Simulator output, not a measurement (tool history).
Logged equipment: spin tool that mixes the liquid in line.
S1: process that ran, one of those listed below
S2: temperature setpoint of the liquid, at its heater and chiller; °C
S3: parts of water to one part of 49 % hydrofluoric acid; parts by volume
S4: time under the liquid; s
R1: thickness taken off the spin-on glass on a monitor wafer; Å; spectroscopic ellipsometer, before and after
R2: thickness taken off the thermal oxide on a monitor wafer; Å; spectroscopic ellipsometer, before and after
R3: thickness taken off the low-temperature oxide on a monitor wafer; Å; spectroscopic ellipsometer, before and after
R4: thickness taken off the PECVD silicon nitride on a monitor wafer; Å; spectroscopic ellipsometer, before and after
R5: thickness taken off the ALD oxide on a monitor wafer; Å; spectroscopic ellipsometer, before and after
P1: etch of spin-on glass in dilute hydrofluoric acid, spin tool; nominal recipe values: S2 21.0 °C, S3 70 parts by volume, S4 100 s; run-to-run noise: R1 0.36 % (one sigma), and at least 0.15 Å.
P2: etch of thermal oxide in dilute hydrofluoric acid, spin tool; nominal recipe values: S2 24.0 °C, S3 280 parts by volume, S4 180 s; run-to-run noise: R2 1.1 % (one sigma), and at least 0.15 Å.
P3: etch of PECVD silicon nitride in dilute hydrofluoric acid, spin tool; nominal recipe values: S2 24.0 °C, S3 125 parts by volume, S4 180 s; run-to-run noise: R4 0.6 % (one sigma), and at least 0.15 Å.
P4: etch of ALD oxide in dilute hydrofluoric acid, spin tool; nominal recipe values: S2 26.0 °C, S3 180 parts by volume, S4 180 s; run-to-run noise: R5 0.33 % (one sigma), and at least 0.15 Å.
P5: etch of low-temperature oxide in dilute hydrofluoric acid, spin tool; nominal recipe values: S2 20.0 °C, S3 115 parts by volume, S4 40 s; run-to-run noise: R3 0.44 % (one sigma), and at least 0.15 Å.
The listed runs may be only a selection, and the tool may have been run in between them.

run   hour  S1    S2   S3   S4       R1       R2      R3       R4       R5
  1   11.9  P1  21.0   70  100   480.47
  2   19.9  P1  21.0   70  100   483.23
  3   29.9  P1  21.0   70  100   482.10
  4   45.5  P1  17.0   70  100   407.18
  5   54.2  P2  24.0  280  180            25.054
  6   68.4  P5  20.0  205   40                    45.510
  7   83.2  P1  21.0   35   30   301.86
  8   90.7  P5  20.0  115   15                    33.594
  9  103.8  P2  29.5  280  180            29.215
 10  116.8  P1  21.0   70  100   484.01
 11  128.0  P1  26.5  110  100   363.24
 12  138.7  P3  24.0  125  180                             55.778
 13  154.1  P1  21.0  120  100   265.36
 14  160.9  P1  21.0   20  100  1796.70
 15  169.4  P5  20.0  115   40                    89.123
 16  178.2  P2  24.0  280  180            25.079
 17  191.2  P1  26.0   70  100   595.22
 18  200.7  P2  24.0   55  180           163.460
 19  212.7  P3  24.0  125  345                            106.110
 20  225.7  P2  24.0  280   80            11.223
 21  233.7  P4  30.0  180  180                                     214.600
 22  244.1  P1  21.0   70   35   169.00
 23  257.0  P4  26.0  180   60                                      61.624

What does the tool deliver on the next run?
 24  265.4  P1  21.0  70  175   ?

For run 24 the tool returned R1 844.09 Å.
